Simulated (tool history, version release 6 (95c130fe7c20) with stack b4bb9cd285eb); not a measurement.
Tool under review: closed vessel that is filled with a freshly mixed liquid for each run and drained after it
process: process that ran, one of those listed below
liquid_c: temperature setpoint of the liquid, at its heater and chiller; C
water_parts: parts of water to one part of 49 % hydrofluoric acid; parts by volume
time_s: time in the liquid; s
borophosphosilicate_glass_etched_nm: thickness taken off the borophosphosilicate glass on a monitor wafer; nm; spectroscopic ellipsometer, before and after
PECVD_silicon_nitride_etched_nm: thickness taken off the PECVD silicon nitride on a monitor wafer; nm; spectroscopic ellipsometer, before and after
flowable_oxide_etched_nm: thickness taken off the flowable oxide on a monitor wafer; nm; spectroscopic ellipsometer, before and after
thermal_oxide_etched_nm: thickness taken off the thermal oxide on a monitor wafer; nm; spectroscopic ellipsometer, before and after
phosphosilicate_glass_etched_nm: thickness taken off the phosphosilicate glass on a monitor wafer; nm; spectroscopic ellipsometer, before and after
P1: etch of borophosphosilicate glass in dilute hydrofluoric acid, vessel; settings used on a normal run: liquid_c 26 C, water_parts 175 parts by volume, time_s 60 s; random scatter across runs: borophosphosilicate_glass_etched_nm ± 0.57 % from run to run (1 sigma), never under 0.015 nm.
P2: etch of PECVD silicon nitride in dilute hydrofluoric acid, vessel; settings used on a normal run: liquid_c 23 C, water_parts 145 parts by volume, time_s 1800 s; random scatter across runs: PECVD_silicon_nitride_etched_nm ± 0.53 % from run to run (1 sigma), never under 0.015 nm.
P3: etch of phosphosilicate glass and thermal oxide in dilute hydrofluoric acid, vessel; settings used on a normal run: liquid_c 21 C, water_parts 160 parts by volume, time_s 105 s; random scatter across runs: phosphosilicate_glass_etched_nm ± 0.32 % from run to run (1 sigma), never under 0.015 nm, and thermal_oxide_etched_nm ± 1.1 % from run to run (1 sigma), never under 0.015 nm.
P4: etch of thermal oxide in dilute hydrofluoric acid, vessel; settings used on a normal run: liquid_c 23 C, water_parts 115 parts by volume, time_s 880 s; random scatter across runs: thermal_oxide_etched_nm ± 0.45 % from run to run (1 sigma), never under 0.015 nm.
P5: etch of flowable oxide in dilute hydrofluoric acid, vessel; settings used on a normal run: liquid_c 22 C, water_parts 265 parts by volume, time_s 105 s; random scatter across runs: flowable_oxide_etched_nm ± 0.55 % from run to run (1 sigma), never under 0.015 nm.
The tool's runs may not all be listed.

run	hour	process	liquid_c	water_parts	time_s	borophosphosilicate_glass_etched_nm	PECVD_silicon_nitride_etched_nm	flowable_oxide_etched_nm	thermal_oxide_etched_nm	phosphosilicate_glass_etched_nm
1	5.7	P1	26	175	60	18.964				
2	13.8	P2	23	210	1800		18.519			
3	23.1	P2	23	145	1800		26.676			
4	30.2	P1	26	110	30	16.092				
5	41.2	P5	17	265	105			10.261		
6	51.9	P4	23	115	880				32.325	
7	61.6	P1	26	290	60	9.9322				
8	70	P4	23	115	880				32.368	
9	79.1	P1	26	175	60	18.744				
10	84.5	P1	34	175	60	24.744				
11	90.6	P5	22	110	105			34.874		
12	97.1	P2	23	145	1800		26.48			
13	107.1	P3	21	245	105				1.4843	19.464
14	115.2	P1	26	175	60	18.592				
15	126.7	P2	17	145	1800		17.731			
16	134.9	P1	26	55	60	69.604				
17	140.9	P5	22	265	30			3.5685		
18	151	P1	26	45	100	143.31				
19	157.2	P4	23	205	880				16.522	
20	164.6	P3	21	160	200				4.7573	61.804
21	175.4	P4	23	115	1625				59.81	
22	182.1	P2	23	145	990		14.635			
23	193.3	P1	26	175	105	32.627				
24	204.4	P4	17.5	115	880				25.86	
25	211.5	P1	26	175	30	9.35				
26	218.6	P3	21	160	105				2.4837	32.259
27	225.5	P3	29	160	105				3.3958	43.715
28	236.5	P1	26	95	115	73.426				
29	244.4	P1	26	175	60	18.929				
30	255.6	P1	21.5	175	60	15.828				
31	263.1	P5	22	265	105			12.423		
32	269.9	P1	26	175	60	18.7				
33	280.8	P1	26	175	60	18.661				
34	286.1	P1	26	175	60	19.019				
35	295.8	P1	26	175	60	19.221				
36	304.6	P1	26	175	60	19.727				
37	312.9	P1	26	175	60	19.669				
38	324.7	P1	26	175	60	19.851				
39	332.8	P1	26	175	60	19.71				

What P1 gives has crept away from where it was. These 2 causes fit the log equally well, each at the size given:
A: hydrofluoric acid flow above the setpoint (%) = 4.66
B: liquid hotter than its thermometer reads (K) = 1.5
The gradual shift began around hour 280.8.

Which of the 4 check runs listed below separates the causes, so that each cause would produce a clearly different result? Each run uses one wafer, and its results are marked with question marks.
check 1	340.9	P3	28.5	160	150				?	?
check 2	340.9	P5	17	265	30			?		
check 3	340.9	P2	17	145	1800		?			
check 4	340.9	P4	23	195	1425				?	

Predicted outcomes, by check and by cause:
check	result	if A	if B
check 1	thermal_oxide_etched_nm	4.983	4.9803
check 1	phosphosilicate_glass_etched_nm	64.686	64.65
check 2	flowable_oxide_etched_nm	3.0978	3.1027
check 3	PECVD_silicon_nitride_etched_nm	18.559	19.675
check 4	thermal_oxide_etched_nm	30.014	30.044
Minimum pairwise separation of causes per check, each pair taken at its best-separating result: check 1 0.06 %; check 2 0.16 %; check 3 5.84 %; check 4 0.1 %
Check 3 tells the causes apart: in the others they would give nearly the same result.

The results of check 3 are: PECVD_silicon_nitride_etched_nm 18.441 nm. Based on these, which of the listed causes is it?

The cause is A: hydrofluoric acid flow above the setpoint (%).
